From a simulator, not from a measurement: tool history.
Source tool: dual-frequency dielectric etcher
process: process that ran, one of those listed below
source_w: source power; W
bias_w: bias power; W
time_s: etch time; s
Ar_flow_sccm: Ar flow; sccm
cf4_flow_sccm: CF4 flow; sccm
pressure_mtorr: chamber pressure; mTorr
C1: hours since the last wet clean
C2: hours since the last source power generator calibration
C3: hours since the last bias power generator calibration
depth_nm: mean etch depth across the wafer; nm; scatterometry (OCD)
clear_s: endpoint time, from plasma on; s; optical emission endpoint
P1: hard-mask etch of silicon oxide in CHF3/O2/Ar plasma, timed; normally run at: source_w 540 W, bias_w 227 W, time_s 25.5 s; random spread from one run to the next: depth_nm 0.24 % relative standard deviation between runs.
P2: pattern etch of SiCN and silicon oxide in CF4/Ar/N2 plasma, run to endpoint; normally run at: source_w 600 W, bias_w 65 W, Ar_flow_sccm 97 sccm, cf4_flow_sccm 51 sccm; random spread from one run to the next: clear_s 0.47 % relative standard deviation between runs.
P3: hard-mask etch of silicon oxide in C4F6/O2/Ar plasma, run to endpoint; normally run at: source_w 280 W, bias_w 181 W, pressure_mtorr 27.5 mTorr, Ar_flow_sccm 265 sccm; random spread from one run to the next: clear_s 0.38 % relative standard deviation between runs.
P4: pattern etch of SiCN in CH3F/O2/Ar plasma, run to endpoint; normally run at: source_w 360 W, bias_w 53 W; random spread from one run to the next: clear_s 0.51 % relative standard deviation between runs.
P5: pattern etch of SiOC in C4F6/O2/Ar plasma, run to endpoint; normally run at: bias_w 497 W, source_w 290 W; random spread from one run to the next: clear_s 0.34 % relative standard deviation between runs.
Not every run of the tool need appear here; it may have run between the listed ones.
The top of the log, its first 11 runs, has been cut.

run 12 hour=61.4 | process=P5 source_w=290 bias_w=497 | C1=182.6 C2=411.1 C3=575.6 | clear_s=9.4299
run 13 hour=64.6 | process=P3 source_w=280 bias_w=233 Ar_flow_sccm=265 pressure_mtorr=27.5 | C1=185.8 C2=414.3 C3=578.8 | clear_s=63.164
run 14 hour=68.8 | process=P3 source_w=280 bias_w=181 Ar_flow_sccm=265 pressure_mtorr=27.5 | C1=190 C2=418.5 C3=583 | clear_s=68.936
run 15 hour=73.8 | process=P2 source_w=600 bias_w=65 Ar_flow_sccm=64 cf4_flow_sccm=51 | C1=195 C2=423.5 C3=588 | clear_s=13.31
-- hour=79.7 source power generator calibrated
run 16 hour=80.8 | process=P1 source_w=540 bias_w=144 time_s=25.5 | C1=202 C2=1.1 C3=595 | depth_nm=43.271
run 17 hour=84.4 | process=P4 source_w=230 bias_w=53 | C1=205.6 C2=4.7 C3=598.6 | clear_s=49.898
run 18 hour=91.1 | process=P1 source_w=540 bias_w=227 time_s=25.5 | C1=212.3 C2=11.4 C3=605.3 | depth_nm=50.438
run 19 hour=95 | process=P2 source_w=370 bias_w=65 Ar_flow_sccm=97 cf4_flow_sccm=51 | C1=216.2 C2=15.3 C3=609.2 | clear_s=21.501
run 20 hour=100.1 | process=P3 source_w=280 bias_w=181 Ar_flow_sccm=347 pressure_mtorr=27.5 | C1=221.3 C2=20.4 C3=614.3 | clear_s=70.657
run 21 hour=106.2 | process=P1 source_w=370 bias_w=227 time_s=25.5 | C1=227.4 C2=26.5 C3=620.4 | depth_nm=43.89
run 22 hour=111.7 | process=P1 source_w=540 bias_w=138 time_s=19 | C1=232.9 C2=32 C3=625.9 | depth_nm=31.728
run 23 hour=116.4 | process=P1 source_w=540 bias_w=227 time_s=25.5 | C1=237.6 C2=36.7 C3=630.6 | depth_nm=50.47

The next listed run, before its measurement:
run 24 hour=123.5 | process=P1 source_w=540 bias_w=227 time_s=25.5 | C1=244.7 C2=43.8 C3=637.7 | depth_nm=?

depth_nm: 50.48 nm
